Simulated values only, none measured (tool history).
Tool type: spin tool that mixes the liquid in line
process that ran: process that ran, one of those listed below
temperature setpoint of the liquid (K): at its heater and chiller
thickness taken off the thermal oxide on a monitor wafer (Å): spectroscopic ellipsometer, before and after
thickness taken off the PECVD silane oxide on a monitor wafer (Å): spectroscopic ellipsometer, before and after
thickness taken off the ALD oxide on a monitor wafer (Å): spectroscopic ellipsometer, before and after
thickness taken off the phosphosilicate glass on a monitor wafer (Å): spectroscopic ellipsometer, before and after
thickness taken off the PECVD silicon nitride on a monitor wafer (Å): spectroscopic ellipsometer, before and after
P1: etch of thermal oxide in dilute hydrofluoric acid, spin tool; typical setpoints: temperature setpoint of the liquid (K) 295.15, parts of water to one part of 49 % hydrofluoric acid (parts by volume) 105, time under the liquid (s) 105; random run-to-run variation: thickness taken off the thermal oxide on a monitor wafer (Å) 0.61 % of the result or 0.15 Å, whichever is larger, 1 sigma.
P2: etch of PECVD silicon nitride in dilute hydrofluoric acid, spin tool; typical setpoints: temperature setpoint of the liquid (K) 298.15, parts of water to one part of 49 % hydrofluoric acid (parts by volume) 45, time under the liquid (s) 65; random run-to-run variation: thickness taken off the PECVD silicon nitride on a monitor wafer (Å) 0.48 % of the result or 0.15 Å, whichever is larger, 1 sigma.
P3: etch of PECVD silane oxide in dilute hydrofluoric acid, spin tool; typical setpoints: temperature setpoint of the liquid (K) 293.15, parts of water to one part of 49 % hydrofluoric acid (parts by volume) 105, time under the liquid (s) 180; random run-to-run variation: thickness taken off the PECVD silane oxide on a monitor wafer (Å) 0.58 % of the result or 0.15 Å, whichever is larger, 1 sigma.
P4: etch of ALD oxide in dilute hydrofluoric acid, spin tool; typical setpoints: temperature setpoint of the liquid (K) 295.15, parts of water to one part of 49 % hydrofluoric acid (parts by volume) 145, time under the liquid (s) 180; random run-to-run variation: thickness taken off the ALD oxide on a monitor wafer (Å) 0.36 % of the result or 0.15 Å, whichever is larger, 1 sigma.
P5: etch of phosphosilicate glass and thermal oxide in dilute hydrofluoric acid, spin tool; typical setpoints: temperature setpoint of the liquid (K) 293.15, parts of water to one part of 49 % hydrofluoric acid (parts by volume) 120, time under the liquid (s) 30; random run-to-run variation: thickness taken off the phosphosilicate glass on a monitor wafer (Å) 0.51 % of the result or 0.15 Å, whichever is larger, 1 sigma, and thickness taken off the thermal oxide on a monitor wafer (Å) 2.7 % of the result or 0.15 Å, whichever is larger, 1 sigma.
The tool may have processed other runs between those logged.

| run | hour | process that ran | temperature setpoint of the liquid (K) | parts of water to one part of 49 % hydrofluoric acid (parts by volume) | time under the liquid (s) | thickness taken off the thermal oxide on a monitor wafer (Å) | thickness taken off the PECVD silane oxide on a monitor wafer (Å) | thickness taken off the ALD oxide on a monitor wafer (Å) | thickness taken off the phosphosilicate glass on a monitor wafer (Å) | thickness taken off the PECVD silicon nitride on a monitor wafer (Å) |
|---|---|---|---|---|---|---|---|---|---|---|
| 1 | 4.1 | P1 | 295.15 | 105 | 105 | 44.878 |  |  |  |  |
| 2 | 8.6 | P3 | 293.15 | 105 | 180 |  | 222.48 |  |  |  |
| 3 | 11 | P4 | 295.15 | 145 | 80 |  |  | 72.315 |  |  |
| 4 | 13.4 | P5 | 293.15 | 120 | 55 | 16.262 |  |  | 237.11 |  |
| 5 | 16.4 | P4 | 290.15 | 145 | 180 |  |  | 133.96 |  |  |
| 6 | 19.8 | P1 | 295.15 | 65 | 105 | 77.252 |  |  |  |  |
| 7 | 22.2 | P3 | 298.15 | 105 | 180 |  | 270.83 |  |  |  |
| 8 | 26.1 | P4 | 295.15 | 75 | 180 |  |  | 344.23 |  |  |
| 9 | 30.5 | P5 | 290.15 | 120 | 30 | 8.0877 |  |  | 113.94 |  |
| 10 | 34.3 | P1 | 290.15 | 105 | 105 | 37.174 |  |  |  |  |
| 11 | 36.7 | P5 | 293.15 | 120 | 30 | 9.2645 |  |  | 128.52 |  |
| 12 | 39.9 | P1 | 295.15 | 105 | 105 | 45.246 |  |  |  |  |
| 13 | 44.7 | P2 | 293.65 | 45 | 65 |  |  |  |  | 38.83 |
| 14 | 48.6 | P3 | 293.15 | 105 | 80 |  | 98.325 |  |  |  |
| 15 | 52.1 | P1 | 295.15 | 105 | 215 | 92.859 |  |  |  |  |
| 16 | 54.6 | P3 | 293.15 | 105 | 180 |  | 222.57 |  |  |  |
| 17 | 56.9 | P4 | 295.15 | 145 | 180 |  |  | 163.84 |  |  |
| 18 | 59.2 | P1 | 299.65 | 105 | 105 | 54.069 |  |  |  |  |
|  | 59.7 | thermometer replaced |
| 19 | 61.6 | P3 | 293.15 | 40 | 180 |  | 634.08 |  |  |  |
| 20 | 64.7 | P5 | 293.15 | 210 | 30 | 5.2577 |  |  | 67.691 |  |
| 21 | 68.3 | P2 | 298.15 | 45 | 65 |  |  |  |  | 52.692 |
| 22 | 71.5 | P1 | 295.15 | 105 | 105 | 45.898 |  |  |  |  |

Forecast run 23:
| 23 | 74.9 | P1 | 295.15 | 105 | 105 | ? |  |  |  |  |

{"run 23": {"thickness taken off the thermal oxide on a monitor wafer (Å)": 45.341}}

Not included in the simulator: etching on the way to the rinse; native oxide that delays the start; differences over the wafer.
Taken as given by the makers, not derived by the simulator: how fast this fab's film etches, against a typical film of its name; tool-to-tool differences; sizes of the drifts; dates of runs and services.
